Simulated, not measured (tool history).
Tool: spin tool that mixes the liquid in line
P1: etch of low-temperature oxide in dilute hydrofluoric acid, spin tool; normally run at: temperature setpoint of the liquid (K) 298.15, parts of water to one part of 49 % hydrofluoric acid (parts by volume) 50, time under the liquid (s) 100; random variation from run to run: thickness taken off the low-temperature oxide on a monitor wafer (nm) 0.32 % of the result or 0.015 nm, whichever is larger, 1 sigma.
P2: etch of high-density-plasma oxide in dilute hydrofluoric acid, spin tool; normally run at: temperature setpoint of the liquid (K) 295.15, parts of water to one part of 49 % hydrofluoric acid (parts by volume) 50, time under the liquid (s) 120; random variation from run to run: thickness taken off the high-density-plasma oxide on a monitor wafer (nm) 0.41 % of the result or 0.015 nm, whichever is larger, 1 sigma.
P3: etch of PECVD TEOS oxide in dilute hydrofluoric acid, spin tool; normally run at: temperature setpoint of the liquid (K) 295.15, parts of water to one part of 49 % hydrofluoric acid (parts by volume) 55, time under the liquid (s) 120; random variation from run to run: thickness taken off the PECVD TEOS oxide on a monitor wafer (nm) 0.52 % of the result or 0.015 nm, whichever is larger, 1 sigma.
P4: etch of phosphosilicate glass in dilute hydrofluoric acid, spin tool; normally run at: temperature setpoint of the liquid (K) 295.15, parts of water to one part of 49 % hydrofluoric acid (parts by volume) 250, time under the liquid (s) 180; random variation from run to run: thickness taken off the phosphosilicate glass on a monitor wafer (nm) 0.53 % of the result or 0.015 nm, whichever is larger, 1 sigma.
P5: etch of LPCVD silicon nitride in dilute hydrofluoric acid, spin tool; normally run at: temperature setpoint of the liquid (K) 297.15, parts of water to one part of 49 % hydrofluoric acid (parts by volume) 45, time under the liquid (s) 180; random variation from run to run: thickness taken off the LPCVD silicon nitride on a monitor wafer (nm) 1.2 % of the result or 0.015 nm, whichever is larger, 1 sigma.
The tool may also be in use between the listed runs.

run,hour,process that ran,temperature setpoint of the liquid (K),parts of water to one part of 49 % hydrofluoric acid (parts by volume),time under the liquid (s),thickness taken off the low-temperature oxide on a monitor wafer (nm),thickness taken off the LPCVD silicon nitride on a monitor wafer (nm),thickness taken off the high-density-plasma oxide on a monitor wafer (nm),thickness taken off the PECVD TEOS oxide on a monitor wafer (nm),thickness taken off the phosphosilicate glass on a monitor wafer (nm)
1,4.3,P1,298.15,50,100,61.761,,,,
2,9.4,P5,290.15,45,180,,1.2739,,,
3,13.1,P2,295.15,50,215,,,25.902,,
4,15.8,P1,298.15,50,100,61.680,,,,
5,19.1,P3,295.15,55,120,,,,18.336,
6,23.3,P1,306.65,50,100,86.432,,,,
7,26.2,P1,298.15,50,170,104.590,,,,
8,31.0,P3,295.15,55,230,,,,35.346,
9,33.6,P1,298.15,50,100,61.755,,,,
10,37.7,P1,298.15,30,100,105.910,,,,
11,41.8,P1,294.65,50,35,18.593,,,,
12,44.4,P1,298.15,50,100,61.749,,,,
13,49.7,P1,304.65,20,100,209.950,,,,
14,52.7,P4,299.65,250,180,,,,,39.735
15,56.1,P1,298.15,50,100,61.838,,,,
16,60.4,P3,295.15,20,120,,,,52.782,
17,64.3,P2,295.15,70,120,,,10.062,,
18,67.4,P1,298.15,85,100,34.503,,,,
19,71.7,P2,299.15,50,120,,,17.135,,
20,75.1,P2,295.15,50,120,,,14.526,,
21,77.5,P1,298.15,50,100,61.853,,,,
22,82.6,P1,298.15,50,30,18.469,,,,
23,87.3,P4,295.15,250,70,,,,,13.236
24,92.0,P1,298.15,50,100,61.950,,,,
25,96.5,P5,297.15,45,180,,2.0979,,,
26,100.6,P1,291.15,50,100,45.978,,,,
27,106.0,P4,295.15,250,180,,,,,33.641
28,110.8,P5,297.15,20,180,,4.5844,,,
29,115.9,P5,297.15,45,335,,4.0027,,,
30,118.3,P3,291.15,55,120,,,,15.532,
31,123.5,P4,295.15,75,180,,,,,136.090
32,128.5,P4,295.15,250,180,,,,,33.540
33,131.4,P1,302.15,50,50,35.953,,,,
34,136.3,P2,295.15,50,120,,,14.536,,
35,139.2,P1,298.15,50,100,61.899,,,,
36,142.9,P1,298.15,50,100,59.874,,,,
37,145.7,P1,298.15,50,100,58.409,,,,
38,150.9,P1,298.15,50,100,57.199,,,,
39,155.8,P1,298.15,50,100,56.911,,,,
40,160.0,P1,298.15,50,100,56.530,,,,
41,162.4,P1,298.15,50,100,56.512,,,,
42,166.9,P1,298.15,50,100,56.426,,,,
43,170.4,P1,298.15,50,100,56.254,,,,

What P1 gives has crept away from where it was. These 2 causes fit the log equally well, each at the size given:
A: liquid colder than its thermometer reads (K) = 2.21
B: hydrofluoric acid flow below the setpoint (%) = 8.13
The creep began at about hour 139.2.

4 check runs are offered, each on 2 wafers whose results are averaged, their results left as question marks. Which one tells the causes apart?
check 1,173.9,P4,295.15,120,180,,,,,?
check 2,173.9,P3,295.15,55,230,,,,?,
check 3,173.9,P5,291.15,20,180,,?,,,
check 4,173.9,P2,298.15,50,120,,,?,,

What each check would give under each cause:
check,result,if A,if B
check 1,thickness taken off the phosphosilicate glass on a monitor wafer (nm),73.695,73.114
check 2,thickness taken off the PECVD TEOS oxide on a monitor wafer (nm),32.054,32.117
check 3,thickness taken off the LPCVD silicon nitride on a monitor wafer (nm),2.5701,2.7807
check 4,thickness taken off the high-density-plasma oxide on a monitor wafer (nm),14.968,14.973
How far apart the two closest causes lie, in the result that separates them most: check 1 0.79 %; check 2 0.19 %; check 3 7.87 %; check 4 0.03 %
Only check 3 tells the causes apart: in the others they would give nearly the same result.

Then check 3 was run and gave: thickness taken off the LPCVD silicon nitride on a monitor wafer (nm) 2.6009. Which cause is it?

It is A: liquid colder than its thermometer reads (K).
